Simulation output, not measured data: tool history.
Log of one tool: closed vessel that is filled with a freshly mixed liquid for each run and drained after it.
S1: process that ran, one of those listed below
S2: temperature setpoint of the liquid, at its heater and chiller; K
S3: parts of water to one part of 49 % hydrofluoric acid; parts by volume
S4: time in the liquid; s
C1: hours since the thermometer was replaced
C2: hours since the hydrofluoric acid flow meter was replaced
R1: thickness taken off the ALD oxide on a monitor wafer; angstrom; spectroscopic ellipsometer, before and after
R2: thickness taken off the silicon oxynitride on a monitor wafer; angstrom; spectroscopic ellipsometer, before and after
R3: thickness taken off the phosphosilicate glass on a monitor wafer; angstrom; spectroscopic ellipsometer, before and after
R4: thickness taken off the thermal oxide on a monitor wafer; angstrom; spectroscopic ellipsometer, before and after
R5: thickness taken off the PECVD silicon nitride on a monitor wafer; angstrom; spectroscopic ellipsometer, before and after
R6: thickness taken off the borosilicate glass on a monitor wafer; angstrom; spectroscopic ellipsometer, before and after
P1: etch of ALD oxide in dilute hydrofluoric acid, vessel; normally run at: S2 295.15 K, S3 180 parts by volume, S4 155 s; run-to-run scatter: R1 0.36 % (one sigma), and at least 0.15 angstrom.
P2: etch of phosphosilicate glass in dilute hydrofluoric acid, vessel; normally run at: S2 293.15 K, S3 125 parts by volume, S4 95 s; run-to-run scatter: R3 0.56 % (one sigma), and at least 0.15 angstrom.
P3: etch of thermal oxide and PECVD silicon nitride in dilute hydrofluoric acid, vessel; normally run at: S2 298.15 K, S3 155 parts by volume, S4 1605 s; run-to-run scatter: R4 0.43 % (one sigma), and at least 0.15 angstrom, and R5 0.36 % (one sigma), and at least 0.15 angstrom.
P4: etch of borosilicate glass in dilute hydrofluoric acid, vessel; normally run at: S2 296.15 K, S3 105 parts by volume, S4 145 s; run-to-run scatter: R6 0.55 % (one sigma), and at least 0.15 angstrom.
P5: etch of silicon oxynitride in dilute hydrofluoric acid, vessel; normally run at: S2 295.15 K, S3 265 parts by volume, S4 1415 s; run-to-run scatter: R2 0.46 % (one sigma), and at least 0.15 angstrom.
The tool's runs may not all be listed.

Run 1, day 0.546: S1 P1, S2 295.15 K, S3 180 parts by volume, S4 155 s; C1 583.1; C2 149.1. Result: R1 124.61 angstrom.
Run 2, day 0.862: S1 P1, S2 295.15 K, S3 250 parts by volume, S4 155 s; C1 590.7; C2 156.7. Result: R1 83.876 angstrom.
Run 3, day 1.383: S1 P5, S2 295.15 K, S3 265 parts by volume, S4 1415 s; C1 603.2; C2 169.2. Result: R2 203.25 angstrom.
Run 4, day 1.65: S1 P2, S2 293.15 K, S3 125 parts by volume, S4 95 s; C1 609.6; C2 175.6. Result: R3 527.02 angstrom.
Run 5, day 2.238: S1 P1, S2 295.15 K, S3 180 parts by volume, S4 155 s; C1 623.7; C2 189.7. Result: R1 124.95 angstrom.
Run 6, day 2.492: S1 P3, S2 298.15 K, S3 155 parts by volume, S4 1605 s; C1 629.8; C2 195.8. Result: R4 495.57 angstrom, R5 328.71 angstrom.
Run 7, day 2.896: S1 P4, S2 290.15 K, S3 105 parts by volume, S4 145 s; C1 639.5; C2 205.5. Result: R6 290.19 angstrom.
Run 8, day 3.483: S1 P2, S2 293.15 K, S3 125 parts by volume, S4 30 s; C1 653.6; C2 219.6. Result: R3 165.91 angstrom.
Run 9, day 3.792: S1 P2, S2 290.15 K, S3 125 parts by volume, S4 95 s; C1 661; C2 227. Result: R3 465.01 angstrom.
Run 10, day 4.254: S1 P1, S2 295.15 K, S3 180 parts by volume, S4 155 s; C1 672.1; C2 238.1. Result: R1 124.67 angstrom.
Run 11, day 4.583: S1 P3, S2 298.15 K, S3 155 parts by volume, S4 1605 s; C1 680; C2 246. Result: R4 497.2 angstrom, R5 333.63 angstrom.
Run 12, day 5.154: S1 P3, S2 298.15 K, S3 155 parts by volume, S4 2660 s; C1 693.7; C2 259.7. Result: R4 817.71 angstrom, R5 547.33 angstrom.
Run 13, day 5.717: S1 P5, S2 291.15 K, S3 265 parts by volume, S4 1415 s; C1 707.2; C2 273.2. Result: R2 171.52 angstrom.
Run 14, day 6.142: S1 P1, S2 295.15 K, S3 180 parts by volume, S4 155 s; C1 717.4; C2 283.4. Result: R1 125.7 angstrom.
Run 15, day 6.696: S1 P1, S2 295.15 K, S3 180 parts by volume, S4 30 s; C1 730.7; C2 296.7. Result: R1 24.044 angstrom.
Run 16, day 7.088: S1 P1, S2 298.65 K, S3 180 parts by volume, S4 30 s; C1 740.1; C2 306.1. Result: R1 27.563 angstrom.
Run 17, day 7.438: S1 P1, S2 295.15 K, S3 315 parts by volume, S4 215 s; C1 748.5; C2 314.5. Result: R1 87.325 angstrom.
Run 18, day 7.821: S1 P1, S2 300.15 K, S3 180 parts by volume, S4 155 s; C1 757.7; C2 323.7. Result: R1 150.72 angstrom.
Run 19, day 8.167: S1 P1, S2 295.15 K, S3 180 parts by volume, S4 155 s; C1 766; C2 332. Result: R1 125.11 angstrom.
Run 20, day 8.6: S1 P1, S2 291.15 K, S3 180 parts by volume, S4 155 s; C1 776.4; C2 342.4. Result: R1 106.96 angstrom.
Run 21, day 9.038: S1 P4, S2 296.15 K, S3 105 parts by volume, S4 145 s; C1 786.9; C2 352.9. Result: R6 371.94 angstrom.
Run 22, day 9.396: S1 P1, S2 295.15 K, S3 60 parts by volume, S4 155 s; C1 795.5; C2 361.5. Result: R1 431.68 angstrom.
Run 23, day 9.75: S1 P5, S2 295.15 K, S3 360 parts by volume, S4 1415 s; C1 804; C2 370. Result: R2 142.3 angstrom.
Run 24, day 10.333: S1 P1, S2 295.15 K, S3 180 parts by volume, S4 230 s; C1 818; C2 384. Result: R1 186.26 angstrom.
Run 25, day 10.621: S1 P4, S2 296.15 K, S3 105 parts by volume, S4 40 s; C1 824.9; C2 390.9. Result: R6 102.24 angstrom.
Run 26, day 11.167: S1 P5, S2 295.15 K, S3 265 parts by volume, S4 2400 s; C1 838; C2 404. Result: R2 346.49 angstrom.
Run 27, day 11.654: S1 P4, S2 296.15 K, S3 105 parts by volume, S4 145 s; C1 849.7; C2 415.7. Result: R6 368.43 angstrom.
Run 28, day 12.104: S1 P1, S2 299.15 K, S3 260 parts by volume, S4 155 s; C1 860.5; C2 426.5. Result: R1 91.984 angstrom.
Run 29, day 12.579: S1 P3, S2 304.65 K, S3 155 parts by volume, S4 1605 s; C1 871.9; C2 437.9. Result: R4 625.65 angstrom, R5 498.12 angstrom.
Run 30, day 13.042: S1 P2, S2 293.15 K, S3 215 parts by volume, S4 95 s; C1 883; C2 449. Result: R3 277.26 angstrom.
Run 31, day 13.608: S1 P5, S2 295.15 K, S3 265 parts by volume, S4 1415 s; C1 896.6; C2 462.6. Result: R2 206.87 angstrom.
Run 32, day 14.058: S1 P3, S2 298.15 K, S3 60 parts by volume, S4 1605 s; C1 907.4; C2 473.4. Result: R4 1435.5 angstrom, R5 847.28 angstrom.
Run 33, day 14.367: S1 P1, S2 295.15 K, S3 180 parts by volume, S4 155 s; C1 914.8; C2 480.8. Result: R1 125.29 angstrom.
Run 34, day 14.775: S1 P4, S2 296.15 K, S3 35 parts by volume, S4 145 s; C1 924.6; C2 490.6. Result: R6 1213.4 angstrom.
Run 35, day 15.275: S1 P1, S2 295.15 K, S3 180 parts by volume, S4 155 s; C1 936.6; C2 502.6. Result: R1 125.76 angstrom.
Run 36, day 15.75: S1 P1, S2 295.15 K, S3 180 parts by volume, S4 155 s; C1 948; C2 514. Result: R1 121.82 angstrom.
Run 37, day 16.104: S1 P1, S2 295.15 K, S3 180 parts by volume, S4 155 s; C1 956.5; C2 522.5. Result: R1 120.75 angstrom.
Run 38, day 16.521: S1 P1, S2 295.15 K, S3 180 parts by volume, S4 155 s; C1 966.5; C2 532.5. Result: R1 120.05 angstrom.
Run 39, day 16.788: S1 P1, S2 295.15 K, S3 180 parts by volume, S4 155 s; C1 972.9; C2 538.9. Result: R1 118.71 angstrom.
Run 40, day 17.354: S1 P1, S2 295.15 K, S3 180 parts by volume, S4 155 s; C1 986.5; C2 552.5. Result: R1 117.6 angstrom.
Run 41, day 17.704: S1 P1, S2 295.15 K, S3 180 parts by volume, S4 155 s; C1 994.9; C2 560.9. Result: R1 116.95 angstrom.
Run 42, day 18.167: S1 P1, S2 295.15 K, S3 180 parts by volume, S4 155 s; C1 1006; C2 572. Result: R1 117.3 angstrom.
Run 43, day 18.642: S1 P1, S2 295.15 K, S3 180 parts by volume, S4 155 s; C1 1017.4; C2 583.4. Result: R1 117.99 angstrom.
Run 44, day 19.167: S1 P1, S2 295.15 K, S3 180 parts by volume, S4 155 s; C1 1030; C2 596. Result: R1 117.3 angstrom.

What P1 gives has crept away from where it was. These 2 causes fit the log equally well, each at the size given:
A: liquid colder than its thermometer reads (K) = 1.61
B: hydrofluoric acid flow below the setpoint (%) = 5.07
The creep began at about day 15.275.

4 check runs are offered, one wafer each, their results left as question marks. Which one tells the causes apart?
Run check 1, day 19.692: S1 P4, S2 296.15 K, S3 105 parts by volume, S4 145 s. Result: R6 ?.
Run check 2, day 19.692: S1 P3, S2 298.15 K, S3 155 parts by volume, S4 1605 s. Result: R4 ?, R5 ?.
Run check 3, day 19.692: S1 P5, S2 295.15 K, S3 265 parts by volume, S4 1415 s. Result: R2 ?.
Run check 4, day 19.692: S1 P2, S2 293.15 K, S3 125 parts by volume, S4 95 s. Result: R3 ?.

What each check would give under each cause:
  check  result    if A    if B
check 1      R6   347.3  349.36
check 2      R4  464.59   464.4
check 2      R5  298.68  314.54
check 3      R2  190.12  192.08
check 4      R3  493.63  496.77
How far apart the two closest causes lie, in the result that separates them most: check 1 0.59 %; check 2 5.18 %; check 3 1.03 %; check 4 0.64 %
Check 2 tells the causes apart: in the others they would give nearly the same result.

Check 2 was then run and gave: R4 466.9 angstrom; R5 298.14 angstrom. Which cause is it?

It is A: liquid colder than its thermometer reads (K).
